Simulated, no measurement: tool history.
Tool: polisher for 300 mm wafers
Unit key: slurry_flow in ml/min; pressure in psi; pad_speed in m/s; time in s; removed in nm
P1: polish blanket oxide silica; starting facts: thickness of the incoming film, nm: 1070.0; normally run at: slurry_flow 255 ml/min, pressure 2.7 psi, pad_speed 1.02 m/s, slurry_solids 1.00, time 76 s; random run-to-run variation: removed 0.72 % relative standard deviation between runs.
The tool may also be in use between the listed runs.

{"run": 1, "day": 0.192, "slurry_flow": 255, "pressure": 2.7, "pad_speed": 1.02, "slurry_solids": 1.0, "time": 76, "removed": 153.71}
{"run": 2, "day": 0.417, "slurry_flow": 255, "pressure": 2.7, "pad_speed": 1.02, "slurry_solids": 1.0, "time": 114, "removed": 230.68}
{"day": 0.679, "done": "slurry blender recalibrated"}
{"run": 3, "day": 0.767, "slurry_flow": 255, "pressure": 2.7, "pad_speed": 0.48, "slurry_solids": 1.0, "time": 76, "removed": 83.792}
{"run": 4, "day": 1.117, "slurry_flow": 350, "pressure": 2.7, "pad_speed": 1.02, "slurry_solids": 1.0, "time": 76, "removed": 157.18}
{"run": 5, "day": 1.358, "slurry_flow": 255, "pressure": 2.7, "pad_speed": 1.02, "slurry_solids": 1.45, "time": 76, "removed": 178.88}
{"run": 6, "day": 1.588, "slurry_flow": 255, "pressure": 2.7, "pad_speed": 1.02, "slurry_solids": 1.0, "time": 76, "removed": 153.16}
{"run": 7, "day": 1.946, "slurry_flow": 255, "pressure": 4.1, "pad_speed": 1.02, "slurry_solids": 1.0, "time": 76, "removed": 232.46}
{"run": 8, "day": 2.25, "slurry_flow": 255, "pressure": 3.5, "pad_speed": 0.46, "slurry_solids": 1.0, "time": 76, "removed": 104.46}
{"run": 9, "day": 2.546, "slurry_flow": 255, "pressure": 2.7, "pad_speed": 1.02, "slurry_solids": 1.0, "time": 76, "removed": 154.03}
{"run": 10, "day": 2.762, "slurry_flow": 340, "pressure": 2.7, "pad_speed": 1.02, "slurry_solids": 1.0, "time": 56, "removed": 115.91}
{"run": 11, "day": 2.983, "slurry_flow": 155, "pressure": 2.7, "pad_speed": 1.02, "slurry_solids": 1.0, "time": 76, "removed": 143.34}
{"run": 12, "day": 3.308, "slurry_flow": 255, "pressure": 2.7, "pad_speed": 1.02, "slurry_solids": 1.0, "time": 76, "removed": 152.91}
{"run": 13, "day": 3.529, "slurry_flow": 255, "pressure": 2.7, "pad_speed": 1.02, "slurry_solids": 1.0, "time": 76, "removed": 153.81}
{"run": 14, "day": 3.788, "slurry_flow": 255, "pressure": 2.7, "pad_speed": 1.02, "slurry_solids": 1.0, "time": 42, "removed": 84.002}
{"run": 15, "day": 3.996, "slurry_flow": 255, "pressure": 2.7, "pad_speed": 1.02, "slurry_solids": 0.55, "time": 76, "removed": 111.9}
{"run": 16, "day": 4.308, "slurry_flow": 255, "pressure": 2.7, "pad_speed": 1.54, "slurry_solids": 1.0, "time": 76, "removed": 210.71}
{"run": 17, "day": 4.508, "slurry_flow": 255, "pressure": 2.0, "pad_speed": 1.02, "slurry_solids": 1.0, "time": 76, "removed": 113.53}
{"run": 18, "day": 4.717, "slurry_flow": 255, "pressure": 2.7, "pad_speed": 1.02, "slurry_solids": 1.0, "time": 76, "removed": 153.09}
{"run": 19, "day": 5.079, "slurry_flow": 255, "pressure": 2.7, "pad_speed": 1.02, "slurry_solids": 1.0, "time": 76, "removed": 144.1}
{"run": 20, "day": 5.396, "slurry_flow": 255, "pressure": 2.7, "pad_speed": 1.02, "slurry_solids": 1.0, "time": 76, "removed": 141.07}
{"day": 5.4, "done": "conditioning disc replaced and pad reconditioned"}
{"run": 21, "day": 5.638, "slurry_flow": 255, "pressure": 2.7, "pad_speed": 1.02, "slurry_solids": 1.0, "time": 76, "removed": 139.73}
{"day": 5.821, "done": "head pressure recalibrated"}
{"run": 22, "day": 5.85, "slurry_flow": 255, "pressure": 2.7, "pad_speed": 1.02, "slurry_solids": 1.0, "time": 76, "removed": 137.93}
{"day": 5.858, "done": "slurry nozzle cleaned"}
{"run": 23, "day": 6.088, "slurry_flow": 255, "pressure": 2.7, "pad_speed": 1.02, "slurry_solids": 1.0, "time": 76, "removed": 138.18}
{"run": 24, "day": 6.4, "slurry_flow": 255, "pressure": 2.7, "pad_speed": 1.02, "slurry_solids": 1.0, "time": 76, "removed": 137.46}

P1 has crept away from where it was. The log is fitted equally well by each of these 2 causes, at the sizes shown:
A: abrasive missing from the slurry, % = 19.1
B: removal rate lost through wear of the pad, % = 9.68
The onset of the drift is placed at about day 4.717.
Excluded causes, each with its reason:
slurry flow missing at the pad, %: serviced at day 5.858, after the drift had started, without restoring the earlier output
head's pressure below its setpoint, %: serviced at day 5.821, after the drift had started, without restoring the earlier output
time polished since the conditioner stopped cutting, s: serviced at day 5.400, after the drift had started, without restoring the earlier output

Which of the check runs below tells the causes apart, meaning the causes would give it clearly different results? Each run uses 3 wafers whose results are averaged, and each result is shown as a question mark.
{"run": "check 1", "day": 6.712, "slurry_flow": 255, "pressure": 2.7, "pad_speed": 1.02, "slurry_solids": 1.0, "time": 105, "removed": "?"}
{"run": "check 2", "day": 6.712, "slurry_flow": 325, "pressure": 2.7, "pad_speed": 1.5, "slurry_solids": 1.0, "time": 76, "removed": "?"}
{"run": "check 3", "day": 6.712, "slurry_flow": 255, "pressure": 2.7, "pad_speed": 1.52, "slurry_solids": 1.0, "time": 76, "removed": "?"}
{"run": "check 4", "day": 6.712, "slurry_flow": 255, "pressure": 2.7, "pad_speed": 0.58, "slurry_solids": 0.55, "time": 76, "removed": "?"}

Predicted outcomes, by check and by cause:
check=check_1 result=removed if_A=190.450 if_B=190.470
check=check_2 result=removed if_A=191.970 if_B=191.990
check=check_3 result=removed if_A=189.670 if_B=189.690
check=check_4 result=removed if_A=62.009 if_B=63.972
Per check, the gap between the least separated pair of causes, taken in the result that splits them most: check 1 0.01 %; check 2 0.01 %; check 3 0.01 %; check 4 3.12 %
The other checks would show nearly matching results whichever cause is true, so check 4 is the only one that separates the causes.

Check 4 has now been run. It gave: removed 63.970 nm. Which of the candidate causes is it?

Of the candidate causes, it is B: removal rate lost through wear of the pad, %.
